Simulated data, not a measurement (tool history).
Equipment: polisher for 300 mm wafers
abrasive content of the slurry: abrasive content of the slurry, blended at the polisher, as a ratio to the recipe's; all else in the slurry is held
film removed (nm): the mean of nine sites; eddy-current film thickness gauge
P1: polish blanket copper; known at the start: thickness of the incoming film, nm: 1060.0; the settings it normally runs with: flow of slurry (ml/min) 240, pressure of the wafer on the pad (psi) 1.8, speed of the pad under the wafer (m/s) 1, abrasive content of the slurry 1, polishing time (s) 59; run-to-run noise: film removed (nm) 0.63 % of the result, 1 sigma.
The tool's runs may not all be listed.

run,hour,flow of slurry (ml/min),pressure of the wafer on the pad (psi),speed of the pad under the wafer (m/s),abrasive content of the slurry,polishing time (s),film removed (nm)
1,7.7,240,1.8,1,1,59,109.83
2,14,240,1.8,1,1.45,59,119.68
3,22.5,240,2.8,1,1.25,59,178.83
4,27.7,240,1.8,0.46,1,59,50.895
5,37.1,240,1.8,1,1,79,147.22
6,42.5,240,1.8,1,0.65,59,100.96
7,47.5,240,1.8,1,1,59,111.02
8,54,240,1.8,1,0.75,77,135.44
9,59.4,240,2.6,1,1,59,157.86
10,65.8,240,1.8,1,1,59,110.72
11,74.1,340,1.8,1,1,59,113.76
12,81.4,240,1.1,1,1,59,66.55
13,86.3,240,1.8,1,1,27,50.507
14,93.9,145,1.8,1,1,59,102.65
# hour 95.1: slurry nozzle cleaned
15,103.5,240,1.8,1.42,1,59,156.57
16,112,240,1.8,1,1,59,110.63
17,120.2,240,1.8,1,1,59,111.39
18,127.3,240,1.8,1,1,59,108.71
19,137.5,240,1.8,1,1,59,107.51
20,147.2,240,1.8,1,1,59,105.13
# hour 150.1: head pressure recalibrated
21,155.7,240,1.8,1,1,59,104.05
22,162.1,240,1.8,1,1,59,105.12
# hour 165.8: worn pad replaced by a new one
23,168.4,240,1.8,1,1,59,104.11
24,178.5,240,1.8,1,1,59,104.12
25,187,240,1.8,1,1,59,104.23
26,195.1,240,1.8,1,1,59,103.7
27,203.6,240,1.8,1,1,59,104.07

The log shows P1 creeping away from where it was. Any of the 2 causes listed here, at the size stated for it, fits the log just as well as the others:
A: slurry flow missing at the pad, % = 34.8
B: abrasive missing from the slurry, % = 24.3
The drift started at roughly hour 120.2.
Excluded causes, each with its reason:
removal rate lost through wear of the pad, %: serviced at hour 165.8, after the change had begun; the process did not return to its earlier output
head's pressure below its setpoint, %: serviced at hour 150.1, after the change had begun; the process did not return to its earlier output

Which of the 4 check runs listed below, each an average over 2 wafers with its results shown as question marks, gives clearly different results under the different listed causes?
check 1,212.1,240,2.2,1,1,28,?
check 2,212.1,145,1.8,1,1,59,?
check 3,212.1,240,1.3,1,1,59,?
check 4,212.1,290,2.2,1,1,59,?

If the cause were each of the candidates in turn, the checks would give the following:
check,result,if A,if B
check 1,film removed (nm),60.197,60.201
check 2,film removed (nm),93.298,96.591
check 3,film removed (nm),74.954,74.959
check 4,film removed (nm),130.56,129.32
Per-check spread between the two closest causes, in the result where they differ most: check 1 0.01 %; check 2 3.47 %; check 3 0.01 %; check 4 0.95 %
Check 2 is the one run that separates the causes; every other check would come out nearly the same whichever cause is at work.

Then check 2 was run and gave: film removed (nm) 96.285. Which cause is it?

Of the candidate causes, it is B: abrasive missing from the slurry, %.
